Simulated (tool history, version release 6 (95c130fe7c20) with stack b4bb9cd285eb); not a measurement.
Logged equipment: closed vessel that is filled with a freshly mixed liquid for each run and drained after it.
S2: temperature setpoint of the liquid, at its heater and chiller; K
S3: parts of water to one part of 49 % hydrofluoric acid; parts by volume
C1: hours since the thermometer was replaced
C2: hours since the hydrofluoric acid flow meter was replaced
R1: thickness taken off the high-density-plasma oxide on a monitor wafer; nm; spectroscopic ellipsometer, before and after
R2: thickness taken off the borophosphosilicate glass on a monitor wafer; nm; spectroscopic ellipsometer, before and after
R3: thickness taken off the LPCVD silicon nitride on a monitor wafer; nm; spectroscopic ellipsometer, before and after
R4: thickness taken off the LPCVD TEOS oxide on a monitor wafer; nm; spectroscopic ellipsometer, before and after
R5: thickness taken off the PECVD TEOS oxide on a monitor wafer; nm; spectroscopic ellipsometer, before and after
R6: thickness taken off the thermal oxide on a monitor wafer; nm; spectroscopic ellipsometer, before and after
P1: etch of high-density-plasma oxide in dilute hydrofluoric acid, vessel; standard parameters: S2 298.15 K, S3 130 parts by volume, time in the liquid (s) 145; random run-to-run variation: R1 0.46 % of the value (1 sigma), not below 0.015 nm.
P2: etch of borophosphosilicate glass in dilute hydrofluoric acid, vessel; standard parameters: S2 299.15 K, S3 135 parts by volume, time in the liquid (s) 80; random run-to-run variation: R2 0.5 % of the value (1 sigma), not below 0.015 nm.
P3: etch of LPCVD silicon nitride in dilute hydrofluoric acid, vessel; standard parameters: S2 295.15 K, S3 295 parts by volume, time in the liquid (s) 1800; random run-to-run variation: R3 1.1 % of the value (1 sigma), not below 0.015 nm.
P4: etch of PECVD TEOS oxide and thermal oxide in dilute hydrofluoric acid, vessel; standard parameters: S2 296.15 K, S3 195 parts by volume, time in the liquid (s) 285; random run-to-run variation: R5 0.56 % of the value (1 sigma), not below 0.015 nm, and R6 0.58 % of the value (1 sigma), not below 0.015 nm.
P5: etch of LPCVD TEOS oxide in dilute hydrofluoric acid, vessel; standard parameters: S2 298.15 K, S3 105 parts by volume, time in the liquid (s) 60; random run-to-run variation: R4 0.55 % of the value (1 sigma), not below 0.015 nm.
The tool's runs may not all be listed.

{"run": 1, "hour": 6.6, "process that ran": "P1", "S2": 298.15, "S3": 130, "time in the liquid (s)": 145, "C1": 330.5, "C2": 1797.5, "R1": 7.5819}
{"run": 2, "hour": 10.5, "process that ran": "P2", "S2": 299.15, "S3": 135, "time in the liquid (s)": 80, "C1": 334.4, "C2": 1801.4, "R2": 52.581}
{"run": 3, "hour": 14.7, "process that ran": "P2", "S2": 299.15, "S3": 135, "time in the liquid (s)": 130, "C1": 338.6, "C2": 1805.6, "R2": 84.441}
{"run": 4, "hour": 22.9, "process that ran": "P3", "S2": 301.65, "S3": 295, "time in the liquid (s)": 1800, "C1": 346.8, "C2": 1813.8, "R3": 3.562}
{"run": 5, "hour": 27.9, "process that ran": "P1", "S2": 298.15, "S3": 130, "time in the liquid (s)": 30, "C1": 351.8, "C2": 1818.8, "R1": 1.5425}
{"run": 6, "hour": 35.2, "process that ran": "P5", "S2": 298.15, "S3": 105, "time in the liquid (s)": 35, "C1": 359.1, "C2": 1826.1, "R4": 9.0377}
{"run": 7, "hour": 41.4, "process that ran": "P5", "S2": 292.65, "S3": 105, "time in the liquid (s)": 60, "C1": 365.3, "C2": 1832.3, "R4": 12.382}
{"run": 8, "hour": 46.3, "process that ran": "P3", "S2": 295.15, "S3": 295, "time in the liquid (s)": 1800, "C1": 370.2, "C2": 1837.2, "R3": 2.3993}
{"run": 9, "hour": 54.4, "process that ran": "P1", "S2": 298.15, "S3": 130, "time in the liquid (s)": 255, "C1": 378.3, "C2": 1845.3, "R1": 13.257}
{"run": 10, "hour": 60.5, "process that ran": "P1", "S2": 294.65, "S3": 220, "time in the liquid (s)": 145, "C1": 384.4, "C2": 1851.4, "R1": 3.5119}
{"run": 11, "hour": 64.6, "process that ran": "P5", "S2": 298.15, "S3": 105, "time in the liquid (s)": 60, "C1": 388.5, "C2": 1855.5, "R4": 15.37}
{"run": 12, "hour": 73.0, "process that ran": "P4", "S2": 296.15, "S3": 355, "time in the liquid (s)": 285, "C1": 396.9, "C2": 1863.9, "R5": 16.529, "R6": 2.7059}
{"run": 13, "hour": 77.2, "process that ran": "P1", "S2": 306.15, "S3": 130, "time in the liquid (s)": 90, "C1": 401.1, "C2": 1868.1, "R1": 6.2952}
{"run": 14, "hour": 84.5, "process that ran": "P1", "S2": 298.15, "S3": 230, "time in the liquid (s)": 220, "C1": 408.4, "C2": 1875.4, "R1": 5.7796}
{"run": 15, "hour": 88.3, "process that ran": "P4", "S2": 296.15, "S3": 195, "time in the liquid (s)": 415, "C1": 412.2, "C2": 1879.2, "R5": 51.581, "R6": 8.4138}
{"run": 16, "hour": 94.8, "process that ran": "P1", "S2": 298.15, "S3": 130, "time in the liquid (s)": 145, "C1": 418.7, "C2": 1885.7, "R1": 7.5493}
{"run": 17, "hour": 100.6, "process that ran": "P1", "S2": 291.65, "S3": 130, "time in the liquid (s)": 145, "C1": 424.5, "C2": 1891.5, "R1": 5.782}
{"run": 18, "hour": 107.3, "process that ran": "P1", "S2": 298.15, "S3": 130, "time in the liquid (s)": 145, "C1": 431.2, "C2": 1898.2, "R1": 7.5204}
{"run": 19, "hour": 112.2, "process that ran": "P1", "S2": 298.15, "S3": 215, "time in the liquid (s)": 145, "C1": 436.1, "C2": 1903.1, "R1": 4.1242}
{"run": 20, "hour": 117.3, "process that ran": "P3", "S2": 295.15, "S3": 295, "time in the liquid (s)": 180, "C1": 441.2, "C2": 1908.2, "R3": 0.2543}
{"run": 21, "hour": 121.6, "process that ran": "P2", "S2": 299.15, "S3": 55, "time in the liquid (s)": 80, "C1": 445.5, "C2": 1912.5, "R2": 142.84}
{"run": 22, "hour": 125.7, "process that ran": "P4", "S2": 296.15, "S3": 195, "time in the liquid (s)": 285, "C1": 449.6, "C2": 1916.6, "R5": 35.273, "R6": 5.6427}
{"run": 23, "hour": 131.6, "process that ran": "P5", "S2": 298.15, "S3": 45, "time in the liquid (s)": 60, "C1": 455.5, "C2": 1922.5, "R4": 39.045}
{"run": 24, "hour": 138.0, "process that ran": "P2", "S2": 299.15, "S3": 135, "time in the liquid (s)": 80, "C1": 461.9, "C2": 1928.9, "R2": 52.149}
{"run": 25, "hour": 141.9, "process that ran": "P3", "S2": 295.15, "S3": 45, "time in the liquid (s)": 1800, "C1": 465.8, "C2": 1932.8, "R3": 15.351}
{"run": 26, "hour": 149.0, "process that ran": "P1", "S2": 298.15, "S3": 60, "time in the liquid (s)": 145, "C1": 472.9, "C2": 1939.9, "R1": 17.894}
{"run": 27, "hour": 157.2, "process that ran": "P4", "S2": 301.65, "S3": 195, "time in the liquid (s)": 285, "C1": 481.1, "C2": 1948.1, "R5": 43.097, "R6": 7.0497}
{"run": 28, "hour": 163.8, "process that ran": "P3", "S2": 295.15, "S3": 295, "time in the liquid (s)": 1800, "C1": 487.7, "C2": 1954.7, "R3": 2.4346}
{"run": 29, "hour": 172.6, "process that ran": "P4", "S2": 296.15, "S3": 195, "time in the liquid (s)": 285, "C1": 496.5, "C2": 1963.5, "R5": 35.108, "R6": 5.7614}
{"hour": 175.0, "done": "thermometer replaced"}
{"run": 30, "hour": 181.0, "process that ran": "P1", "S2": 298.15, "S3": 130, "time in the liquid (s)": 145, "C1": 6.0, "C2": 1971.9, "R1": 7.558}
{"run": 31, "hour": 188.9, "process that ran": "P1", "S2": 304.15, "S3": 130, "time in the liquid (s)": 145, "C1": 13.9, "C2": 1979.8, "R1": 9.3798}
{"run": 32, "hour": 192.9, "process that ran": "P2", "S2": 291.65, "S3": 135, "time in the liquid (s)": 80, "C1": 17.9, "C2": 1983.8, "R2": 39.425}
{"run": 33, "hour": 199.1, "process that ran": "P1", "S2": 298.15, "S3": 130, "time in the liquid (s)": 145, "C1": 24.1, "C2": 1990.0, "R1": 7.5122}
{"run": 34, "hour": 205.4, "process that ran": "P1", "S2": 298.15, "S3": 130, "time in the liquid (s)": 145, "C1": 30.4, "C2": 1996.3, "R1": 7.5341}
{"run": 35, "hour": 213.1, "process that ran": "P1", "S2": 298.15, "S3": 130, "time in the liquid (s)": 145, "C1": 38.1, "C2": 2004.0, "R1": 7.3479}
{"run": 36, "hour": 221.3, "process that ran": "P1", "S2": 298.15, "S3": 130, "time in the liquid (s)": 145, "C1": 46.3, "C2": 2012.2, "R1": 7.1988}
{"run": 37, "hour": 226.7, "process that ran": "P1", "S2": 298.15, "S3": 130, "time in the liquid (s)": 145, "C1": 51.7, "C2": 2017.6, "R1": 7.1755}
{"run": 38, "hour": 233.8, "process that ran": "P1", "S2": 298.15, "S3": 130, "time in the liquid (s)": 145, "C1": 58.8, "C2": 2024.7, "R1": 7.1733}
{"run": 39, "hour": 240.0, "process that ran": "P1", "S2": 298.15, "S3": 130, "time in the liquid (s)": 145, "C1": 65.0, "C2": 2030.9, "R1": 7.0427}
{"run": 40, "hour": 246.8, "process that ran": "P1", "S2": 298.15, "S3": 130, "time in the liquid (s)": 145, "C1": 71.8, "C2": 2037.7, "R1": 7.0372}
{"run": 41, "hour": 254.3, "process that ran": "P1", "S2": 298.15, "S3": 130, "time in the liquid (s)": 145, "C1": 79.3, "C2": 2045.2, "R1": 7.0317}
{"run": 42, "hour": 259.5, "process that ran": "P1", "S2": 298.15, "S3": 130, "time in the liquid (s)": 145, "C1": 84.5, "C2": 2050.4, "R1": 6.9593}

Run 43, settings as shown, results not yet in. Your forecast:
{"run": 43, "hour": 266.0, "process that ran": "P1", "S2": 298.15, "S3": 130, "time in the liquid (s)": 145, "C1": 91.0, "C2": 2056.9, "R1": "?"}

R1: 7.0032 nm
